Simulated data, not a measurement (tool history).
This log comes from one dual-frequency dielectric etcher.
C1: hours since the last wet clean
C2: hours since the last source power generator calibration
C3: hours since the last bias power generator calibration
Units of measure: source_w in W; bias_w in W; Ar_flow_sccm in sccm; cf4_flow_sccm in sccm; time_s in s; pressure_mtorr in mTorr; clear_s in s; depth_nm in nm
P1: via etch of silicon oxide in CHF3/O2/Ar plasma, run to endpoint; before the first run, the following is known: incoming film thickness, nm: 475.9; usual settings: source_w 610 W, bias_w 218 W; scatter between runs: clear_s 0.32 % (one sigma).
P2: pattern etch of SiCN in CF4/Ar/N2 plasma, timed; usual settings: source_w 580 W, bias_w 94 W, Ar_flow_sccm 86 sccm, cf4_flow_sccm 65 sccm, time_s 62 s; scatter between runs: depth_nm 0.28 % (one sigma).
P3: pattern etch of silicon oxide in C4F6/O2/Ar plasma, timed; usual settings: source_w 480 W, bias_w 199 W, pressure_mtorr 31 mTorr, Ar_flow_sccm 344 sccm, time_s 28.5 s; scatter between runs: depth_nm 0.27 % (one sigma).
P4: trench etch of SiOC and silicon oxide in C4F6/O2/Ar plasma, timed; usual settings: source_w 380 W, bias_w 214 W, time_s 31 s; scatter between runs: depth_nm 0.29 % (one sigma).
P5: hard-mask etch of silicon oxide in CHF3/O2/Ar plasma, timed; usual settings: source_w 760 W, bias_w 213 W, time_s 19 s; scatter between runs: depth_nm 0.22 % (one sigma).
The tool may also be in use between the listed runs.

Run 1, hour 5.7: process P1, source_w 610 W, bias_w 218 W; C1 186.9; C2 2396.6; C3 2008.4. Result: clear_s 225.43 s.
Run 2, hour 15: process P2, source_w 580 W, bias_w 94 W, Ar_flow_sccm 86 sccm, cf4_flow_sccm 65 sccm, time_s 84 s; C1 196.2; C2 2405.9; C3 2017.7. Result: depth_nm 101.69 nm.
Run 3, hour 21.2: process P1, source_w 610 W, bias_w 218 W; C1 202.4; C2 2412.1; C3 2023.9. Result: clear_s 225.74 s.
Run 4, hour 27.9: process P1, source_w 610 W, bias_w 218 W; C1 209.1; C2 2418.8; C3 2030.6. Result: clear_s 226.55 s.
Run 5, hour 37.4: process P1, source_w 610 W, bias_w 218 W; C1 218.6; C2 2428.3; C3 2040.1. Result: clear_s 226.65 s.
Run 6, hour 44.9: process P1, source_w 610 W, bias_w 134 W; C1 226.1; C2 2435.8; C3 2047.6. Result: clear_s 265.87 s.
Run 7, hour 51: process P3, source_w 480 W, bias_w 199 W, Ar_flow_sccm 344 sccm, time_s 40 s, pressure_mtorr 31 mTorr; C1 232.2; C2 2441.9; C3 2053.7. Result: depth_nm 139.63 nm.
Run 8, hour 55.9: process P5, source_w 1070 W, bias_w 213 W, time_s 19 s; C1 237.1; C2 2446.8; C3 2058.6. Result: depth_nm 49.358 nm.
Run 9, hour 61.6: process P1, source_w 610 W, bias_w 218 W; C1 242.8; C2 2452.5; C3 2064.3. Result: clear_s 227.12 s.
Run 10, hour 66: process P2, source_w 580 W, bias_w 94 W, Ar_flow_sccm 86 sccm, cf4_flow_sccm 51 sccm, time_s 62 s; C1 247.2; C2 2456.9; C3 2068.7. Result: depth_nm 73.045 nm.
Run 11, hour 72.3: process P1, source_w 810 W, bias_w 218 W; C1 253.5; C2 2463.2; C3 2075. Result: clear_s 202.48 s.
Run 12, hour 77.1: process P4, source_w 380 W, bias_w 214 W, time_s 31 s; C1 258.3; C2 2468; C3 2079.8. Result: depth_nm 65.377 nm.
Run 13, hour 82: process P2, source_w 410 W, bias_w 94 W, Ar_flow_sccm 86 sccm, cf4_flow_sccm 65 sccm, time_s 62 s; C1 263.2; C2 2472.9; C3 2084.7. Result: depth_nm 55.59 nm.
Run 14, hour 86.7: process P1, source_w 610 W, bias_w 263 W; C1 267.9; C2 2477.6; C3 2089.4. Result: clear_s 211.22 s.
Run 15, hour 95.2: process P4, source_w 380 W, bias_w 214 W, time_s 22 s; C1 276.4; C2 2486.1; C3 2097.9. Result: depth_nm 46.308 nm.
Run 16, hour 101.2: process P5, source_w 760 W, bias_w 213 W, time_s 26 s; C1 282.4; C2 2492.1; C3 2103.9. Result: depth_nm 59.239 nm.
Run 17, hour 109.4: process P4, source_w 380 W, bias_w 300 W, time_s 31 s; C1 290.6; C2 2500.3; C3 2112.1. Result: depth_nm 73.349 nm.
Run 18, hour 116.4: process P3, source_w 310 W, bias_w 199 W, Ar_flow_sccm 344 sccm, time_s 28.5 s, pressure_mtorr 31 mTorr; C1 297.6; C2 2507.3; C3 2119.1. Result: depth_nm 84.054 nm.
Run 19, hour 126.3: process P2, source_w 580 W, bias_w 126 W, Ar_flow_sccm 86 sccm, cf4_flow_sccm 65 sccm, time_s 62 s; C1 307.5; C2 2517.2; C3 2129. Result: depth_nm 84.132 nm.
Run 20, hour 136: process P3, source_w 480 W, bias_w 199 W, Ar_flow_sccm 344 sccm, time_s 28.5 s, pressure_mtorr 31 mTorr; C1 317.2; C2 2526.9; C3 2138.7. Result: depth_nm 99.665 nm.
Run 21, hour 140.9: process P5, source_w 760 W, bias_w 213 W, time_s 19 s; C1 322.1; C2 2531.8; C3 2143.6. Result: depth_nm 43.312 nm.
Run 22, hour 146.4: process P1, source_w 500 W, bias_w 218 W; C1 327.6; C2 2537.3; C3 2149.1. Result: clear_s 243.43 s.
At hour 153.3: bias power generator calibrated.
Run 23, hour 154.1: process P1, source_w 610 W, bias_w 218 W; C1 335.3; C2 2545; C3 0.9. Result: clear_s 225.87 s.
Run 24, hour 158.9: process P2, source_w 580 W, bias_w 94 W, Ar_flow_sccm 118 sccm, cf4_flow_sccm 65 sccm, time_s 62 s; C1 340.1; C2 2549.8; C3 5.7. Result: depth_nm 72.273 nm.
Run 25, hour 166: process P1, source_w 830 W, bias_w 292 W; C1 347.2; C2 2556.9; C3 12.8. Result: clear_s 182.12 s.
Run 26, hour 172.9: process P1, source_w 610 W, bias_w 218 W; C1 354.1; C2 2563.8; C3 19.7. Result: clear_s 226.21 s.
Run 27, hour 180.1: process P1, source_w 390 W, bias_w 285 W; C1 361.3; C2 2571; C3 26.9. Result: clear_s 243.09 s.
Run 28, hour 185.7: process P3, source_w 480 W, bias_w 199 W, Ar_flow_sccm 412 sccm, time_s 28.5 s, pressure_mtorr 31 mTorr; C1 366.9; C2 2576.6; C3 32.5. Result: depth_nm 97.461 nm.
Run 29, hour 190.2: process P4, source_w 380 W, bias_w 214 W, time_s 31 s; C1 371.4; C2 2581.1; C3 37. Result: depth_nm 65.26 nm.
Run 30, hour 196.3: process P2, source_w 580 W, bias_w 94 W, Ar_flow_sccm 86 sccm, cf4_flow_sccm 65 sccm, time_s 62 s; C1 377.5; C2 2587.2; C3 43.1. Result: depth_nm 75.319 nm.
Run 31, hour 203: process P5, source_w 760 W, bias_w 136 W, time_s 19 s; C1 384.2; C2 2593.9; C3 49.8. Result: depth_nm 37.56 nm.
Run 32, hour 211.3: process P5, source_w 760 W, bias_w 213 W, time_s 19 s; C1 392.5; C2 2602.2; C3 58.1. Result: depth_nm 43.491 nm.
Run 33, hour 218.5: process P4, source_w 260 W, bias_w 214 W, time_s 31 s; C1 399.7; C2 2609.4; C3 65.3. Result: depth_nm 56.614 nm.
Run 34, hour 223.8: process P3, source_w 480 W, bias_w 199 W, Ar_flow_sccm 344 sccm, time_s 28.5 s, pressure_mtorr 42.5 mTorr; C1 405; C2 2614.7; C3 70.6. Result: depth_nm 95.644 nm.
Run 35, hour 228.7: process P3, source_w 480 W, bias_w 138 W, Ar_flow_sccm 344 sccm, time_s 28.5 s, pressure_mtorr 31 mTorr; C1 409.9; C2 2619.6; C3 75.5. Result: depth_nm 89.088 nm.
Run 36, hour 236.3: process P1, source_w 610 W, bias_w 218 W; C1 417.5; C2 2627.2; C3 83.1. Result: clear_s 226.25 s.
Run 37, hour 243: process P1, source_w 610 W, bias_w 218 W; C1 424.2; C2 2633.9; C3 89.8. Result: clear_s 224.87 s.
Run 38, hour 248.3: process P1, source_w 610 W, bias_w 218 W; C1 429.5; C2 2639.2; C3 95.1. Result: clear_s 224.73 s.
Run 39, hour 254.9: process P1, source_w 610 W, bias_w 218 W; C1 436.1; C2 2645.8; C3 101.7. Result: clear_s 223.88 s.
Run 40, hour 259.7: process P1, source_w 610 W, bias_w 218 W; C1 440.9; C2 2650.6; C3 106.5. Result: clear_s 222.98 s.
Run 41, hour 264: process P1, source_w 610 W, bias_w 218 W; C1 445.2; C2 2654.9; C3 110.8. Result: clear_s 225.16 s.
Run 42, hour 270.1: process P1, source_w 610 W, bias_w 218 W; C1 451.3; C2 2661; C3 116.9. Result: clear_s 223.13 s.
Run 43, hour 274.6: process P1, source_w 610 W, bias_w 218 W; C1 455.8; C2 2665.5; C3 121.4. Result: clear_s 221.83 s.
At hour 280.6: wet clean of the chamber.
Run 44, hour 283.4: process P1, source_w 610 W, bias_w 218 W; C1 2.9; C2 2674.3; C3 130.2. Result: clear_s 223.15 s.
Run 45, hour 290.2: process P1, source_w 610 W, bias_w 218 W; C1 9.7; C2 2681.1; C3 137. Result: clear_s 221.81 s.
Run 46, hour 295.6: process P1, source_w 610 W, bias_w 218 W; C1 15.1; C2 2686.5; C3 142.4. Result: clear_s 222.45 s.

Compared with where it was, what P1 gives has crept away. Each cause listed below fits the log as well as the rest, at the size given for it:
A: bias power that arrives over what is set, % = 4.74
B: source power that arrives over what is set, % = 4.38
The drift started at roughly hour 236.3.
Each remaining cause and why it is not a fit:
chamber walls in a state that raises the etch rate, %: serviced after onset, at hour 280.6, with no recovery of the prior output

The check runs listed below each take one wafer, and their results are still question marks. Under which run would the listed causes lead to clearly different results?
Run check 1, hour 301: process P2, source_w 580 W, bias_w 94 W, Ar_flow_sccm 112 sccm, cf4_flow_sccm 65 sccm, time_s 77.5 s. Result: depth_nm ?.
Run check 2, hour 301: process P4, source_w 380 W, bias_w 262 W, time_s 23 s. Result: depth_nm ?.
Run check 3, hour 301: process P5, source_w 1050 W, bias_w 213 W, time_s 19 s. Result: depth_nm ?.
Run check 4, hour 301: process P3, source_w 480 W, bias_w 139 W, Ar_flow_sccm 344 sccm, time_s 36 s, pressure_mtorr 31 mTorr. Result: depth_nm ?.

Predicted outcomes, by check and by cause:
  check    result    if A    if B
check 1  depth_nm  92.447  94.332
check 2  depth_nm  52.593  52.614
check 3  depth_nm   49.79  49.834
check 4  depth_nm  114.15  114.54
Distance between the nearest two causes, measured in the result of the check that separates them most: check 1 2.02 %; check 2 0.04 %; check 3 0.09 %; check 4 0.34 %
Of the check runs offered, only check 1 discriminates between the causes; the rest would read about the same regardless of which cause applies.

Then check 1 was run and gave: depth_nm 92.479 nm. Which cause is it?

It was cause A: bias power that arrives over what is set, %.
